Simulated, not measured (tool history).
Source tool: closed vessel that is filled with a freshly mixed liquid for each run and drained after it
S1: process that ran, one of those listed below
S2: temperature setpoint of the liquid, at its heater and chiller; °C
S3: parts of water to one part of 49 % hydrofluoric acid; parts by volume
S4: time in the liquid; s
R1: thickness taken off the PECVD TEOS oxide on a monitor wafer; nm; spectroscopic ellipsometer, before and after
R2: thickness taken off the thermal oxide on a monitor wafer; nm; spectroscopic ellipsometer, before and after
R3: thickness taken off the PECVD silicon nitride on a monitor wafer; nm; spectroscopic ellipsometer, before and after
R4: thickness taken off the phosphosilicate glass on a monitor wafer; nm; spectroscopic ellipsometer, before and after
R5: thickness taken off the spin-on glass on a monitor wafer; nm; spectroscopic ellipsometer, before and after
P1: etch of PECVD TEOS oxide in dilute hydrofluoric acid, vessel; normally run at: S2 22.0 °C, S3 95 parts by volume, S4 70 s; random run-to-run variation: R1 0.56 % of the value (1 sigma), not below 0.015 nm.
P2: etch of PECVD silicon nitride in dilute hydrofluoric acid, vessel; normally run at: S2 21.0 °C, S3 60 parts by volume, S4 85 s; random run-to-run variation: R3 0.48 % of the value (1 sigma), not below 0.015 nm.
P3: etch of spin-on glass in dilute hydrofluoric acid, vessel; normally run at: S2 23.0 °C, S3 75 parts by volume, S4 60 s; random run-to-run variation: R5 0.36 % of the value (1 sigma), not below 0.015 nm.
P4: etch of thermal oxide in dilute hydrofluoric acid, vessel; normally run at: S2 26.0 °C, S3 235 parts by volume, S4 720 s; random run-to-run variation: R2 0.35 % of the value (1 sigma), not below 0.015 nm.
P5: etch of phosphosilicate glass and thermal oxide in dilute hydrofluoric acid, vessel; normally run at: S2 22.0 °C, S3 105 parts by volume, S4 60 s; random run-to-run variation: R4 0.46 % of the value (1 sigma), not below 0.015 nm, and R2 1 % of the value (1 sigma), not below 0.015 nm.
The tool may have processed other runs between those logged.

run	hour	S1	S2	S3	S4	R1	R2	R3	R4	R5
1	13.7	P1	22.0	95	70	13.6110				
2	26.8	P4	34.0	235	720		16.3170			
3	34.2	P2	21.0	20	85			18.4680		
4	42.2	P2	21.0	60	30			2.2653		
5	49.9	P5	22.0	105	30		1.2966		15.960	
6	57.0	P5	29.5	105	60		3.5349		42.781	
7	69.5	P3	23.0	75	90					74.560
8	81.0	P1	22.0	95	70	13.6000				
9	92.4	P2	21.0	60	85			6.4440		
10	101.6	P1	30.0	95	70	18.5460				
11	112.2	P2	21.0	60	85			6.4520		
12	127.7	P1	27.0	95	115	27.2890				
13	136.3	P4	26.0	235	720		12.4990			
14	144.9	P4	26.0	235	1320		22.9140			
15	155.0	P1	22.0	95	70	13.4750				
16	168.7	P3	23.0	125	60					27.914
17	176.6	P1	22.0	95	125	24.0610				
18	191.3	P1	22.0	165	70	7.2874				
19	201.2	P3	23.0	75	60					49.521
20	214.1	P1	17.0	95	30	4.6724				
21	225.9	P4	26.0	70	720		51.1290			
22	234.8	P1	22.0	95	30	5.8505				
23	248.5	P2	17.0	60	85			4.8832		
24	258.2	P1	22.0	95	70	13.5770				
25	269.1	P3	17.0	75	60					38.726

What does the tool deliver on the next run?
26	280.3	P1	22.0	95	70	?				

R1: 13.5930 nm

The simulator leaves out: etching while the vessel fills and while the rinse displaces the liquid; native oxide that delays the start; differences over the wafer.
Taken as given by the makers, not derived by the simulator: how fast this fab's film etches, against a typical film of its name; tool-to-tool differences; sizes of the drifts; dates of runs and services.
